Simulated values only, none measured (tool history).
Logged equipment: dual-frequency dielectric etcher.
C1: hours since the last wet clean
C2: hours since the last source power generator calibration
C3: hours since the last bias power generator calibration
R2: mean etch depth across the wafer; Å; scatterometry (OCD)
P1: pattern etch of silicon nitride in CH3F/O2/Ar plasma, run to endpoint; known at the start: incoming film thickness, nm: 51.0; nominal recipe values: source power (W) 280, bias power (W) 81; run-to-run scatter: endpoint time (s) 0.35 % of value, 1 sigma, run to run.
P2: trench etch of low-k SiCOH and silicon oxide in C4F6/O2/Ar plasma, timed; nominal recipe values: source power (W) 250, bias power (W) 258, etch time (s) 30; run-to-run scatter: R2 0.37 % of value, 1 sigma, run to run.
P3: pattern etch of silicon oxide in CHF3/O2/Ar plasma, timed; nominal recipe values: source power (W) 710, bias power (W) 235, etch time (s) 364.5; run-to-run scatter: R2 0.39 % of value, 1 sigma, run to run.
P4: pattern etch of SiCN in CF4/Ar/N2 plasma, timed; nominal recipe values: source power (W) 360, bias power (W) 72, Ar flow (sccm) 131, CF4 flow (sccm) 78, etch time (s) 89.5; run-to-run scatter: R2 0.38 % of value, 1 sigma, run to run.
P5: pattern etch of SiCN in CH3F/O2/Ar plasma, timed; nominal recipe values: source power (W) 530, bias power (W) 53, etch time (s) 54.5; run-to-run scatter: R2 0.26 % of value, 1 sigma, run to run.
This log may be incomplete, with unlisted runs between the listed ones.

Run 1, hour 8: process that ran P1, source power (W) 280, bias power (W) 81; C1 389.8; C2 2148.9; C3 1332.6. Result: endpoint time (s) 80.767.
Run 2, hour 15.8: process that ran P2, source power (W) 160, bias power (W) 258, etch time (s) 30; C1 397.6; C2 2156.7; C3 1340.4. Result: R2 744.5 Å.
Run 3, hour 28.7: process that ran P4, source power (W) 360, bias power (W) 45, etch time (s) 89.5, Ar flow (sccm) 131, CF4 flow (sccm) 78; C1 410.5; C2 2169.6; C3 1353.3. Result: R2 543.64 Å.
Run 4, hour 43.4: process that ran P5, source power (W) 530, bias power (W) 53, etch time (s) 54.5; C1 425.2; C2 2184.3; C3 1368. Result: R2 206.32 Å.
Run 5, hour 59.5: process that ran P5, source power (W) 690, bias power (W) 53, etch time (s) 54.5; C1 441.3; C2 2200.4; C3 1384.1. Result: R2 227.28 Å.
Run 6, hour 75.3: process that ran P1, source power (W) 200, bias power (W) 81; C1 457.1; C2 2216.2; C3 1399.9. Result: endpoint time (s) 91.85.
Run 7, hour 90.8: process that ran P1, source power (W) 380, bias power (W) 81; C1 472.6; C2 2231.7; C3 1415.4. Result: endpoint time (s) 71.833.
Run 8, hour 104.2: process that ran P1, source power (W) 350, bias power (W) 64; C1 486; C2 2245.1; C3 1428.8. Result: endpoint time (s) 81.205.
Run 9, hour 115.1: process that ran P4, source power (W) 500, bias power (W) 72, etch time (s) 89.5, Ar flow (sccm) 131, CF4 flow (sccm) 78; C1 496.9; C2 2256; C3 1439.7. Result: R2 844.11 Å.
Run 10, hour 130.4: process that ran P2, source power (W) 250, bias power (W) 258, etch time (s) 30; C1 512.2; C2 2271.3; C3 1455. Result: R2 878.36 Å.
Run 11, hour 138.5: process that ran P3, source power (W) 710, bias power (W) 235, etch time (s) 364.5; C1 520.3; C2 2279.4; C3 1463.1. Result: R2 8144.5 Å.
At hour 143.7: source power generator calibrated.
Run 12, hour 146.8: process that ran P1, source power (W) 280, bias power (W) 59; C1 528.6; C2 3.1; C3 1471.4. Result: endpoint time (s) 90.376.
Run 13, hour 159.4: process that ran P5, source power (W) 530, bias power (W) 40, etch time (s) 54.5; C1 541.2; C2 15.7; C3 1484. Result: R2 187.61 Å.
Run 14, hour 169.3: process that ran P3, source power (W) 710, bias power (W) 235, etch time (s) 225; C1 551.1; C2 25.6; C3 1493.9. Result: R2 5003.8 Å.
Run 15, hour 183.2: process that ran P5, source power (W) 530, bias power (W) 53, etch time (s) 30; C1 565; C2 39.5; C3 1507.8. Result: R2 113.02 Å.
Run 16, hour 199: process that ran P2, source power (W) 250, bias power (W) 258, etch time (s) 44; C1 580.8; C2 55.3; C3 1523.6. Result: R2 1288.1 Å.
Run 17, hour 212.2: process that ran P1, source power (W) 280, bias power (W) 81; C1 594; C2 68.5; C3 1536.8. Result: endpoint time (s) 80.823.
Run 18, hour 227.7: process that ran P1, source power (W) 280, bias power (W) 81; C1 609.5; C2 84; C3 1552.3. Result: endpoint time (s) 80.929.
Run 19, hour 242.1: process that ran P4, source power (W) 360, bias power (W) 72, etch time (s) 89.5, Ar flow (sccm) 131, CF4 flow (sccm) 50; C1 623.9; C2 98.4; C3 1566.7. Result: R2 593.41 Å.
Run 20, hour 251.8: process that ran P4, source power (W) 360, bias power (W) 72, etch time (s) 61, Ar flow (sccm) 131, CF4 flow (sccm) 78; C1 633.6; C2 108.1; C3 1576.4. Result: R2 434.23 Å.
Run 21, hour 261.8: process that ran P3, source power (W) 710, bias power (W) 235, etch time (s) 364.5; C1 643.6; C2 118.1; C3 1586.4. Result: R2 8145.6 Å.
Run 22, hour 275.5: process that ran P1, source power (W) 280, bias power (W) 81; C1 657.3; C2 131.8; C3 1600.1. Result: endpoint time (s) 80.992.
Run 23, hour 283.2: process that ran P4, source power (W) 360, bias power (W) 72, etch time (s) 89.5, Ar flow (sccm) 131, CF4 flow (sccm) 78; C1 665; C2 139.5; C3 1607.8. Result: R2 635.19 Å.
Run 24, hour 298.2: process that ran P1, source power (W) 280, bias power (W) 107; C1 680; C2 154.5; C3 1622.8. Result: endpoint time (s) 72.589.
Run 25, hour 305.9: process that ran P2, source power (W) 250, bias power (W) 258, etch time (s) 30; C1 687.7; C2 162.2; C3 1630.5. Result: R2 875.53 Å.
Run 26, hour 316.6: process that ran P4, source power (W) 360, bias power (W) 72, etch time (s) 89.5, Ar flow (sccm) 131, CF4 flow (sccm) 78; C1 698.4; C2 172.9; C3 1641.2. Result: R2 635.97 Å.
Run 27, hour 326.2: process that ran P4, source power (W) 360, bias power (W) 72, etch time (s) 89.5, Ar flow (sccm) 95, CF4 flow (sccm) 78; C1 708; C2 182.5; C3 1650.8. Result: R2 671.89 Å.
Run 28, hour 337.4: process that ran P3, source power (W) 430, bias power (W) 235, etch time (s) 364.5; C1 719.2; C2 193.7; C3 1662. Result: R2 6734.2 Å.
Run 29, hour 349.9: process that ran P1, source power (W) 280, bias power (W) 81; C1 731.7; C2 206.2; C3 1674.5. Result: endpoint time (s) 80.504.
Run 30, hour 359.3: process that ran P2, source power (W) 250, bias power (W) 167, etch time (s) 30; C1 741.1; C2 215.6; C3 1683.9. Result: R2 759.38 Å.
Run 31, hour 374.9: process that ran P3, source power (W) 710, bias power (W) 298, etch time (s) 364.5; C1 756.7; C2 231.2; C3 1699.5. Result: R2 8840.7 Å.
Run 32, hour 383.7: process that ran P1, source power (W) 280, bias power (W) 81; C1 765.5; C2 240; C3 1708.3. Result: endpoint time (s) 80.618.
Run 33, hour 395.4: process that ran P1, source power (W) 280, bias power (W) 81; C1 777.2; C2 251.7; C3 1720. Result: endpoint time (s) 81.193.
Run 34, hour 405.6: process that ran P1, source power (W) 280, bias power (W) 81; C1 787.4; C2 261.9; C3 1730.2. Result: endpoint time (s) 81.516.

Expected results for the next run?
Run 35, hour 419.4: process that ran P1, source power (W) 280, bias power (W) 81; C1 801.2; C2 275.7; C3 1744. Result: endpoint time (s) ?.

For run 35 the tool returned endpoint time (s) 82.457.

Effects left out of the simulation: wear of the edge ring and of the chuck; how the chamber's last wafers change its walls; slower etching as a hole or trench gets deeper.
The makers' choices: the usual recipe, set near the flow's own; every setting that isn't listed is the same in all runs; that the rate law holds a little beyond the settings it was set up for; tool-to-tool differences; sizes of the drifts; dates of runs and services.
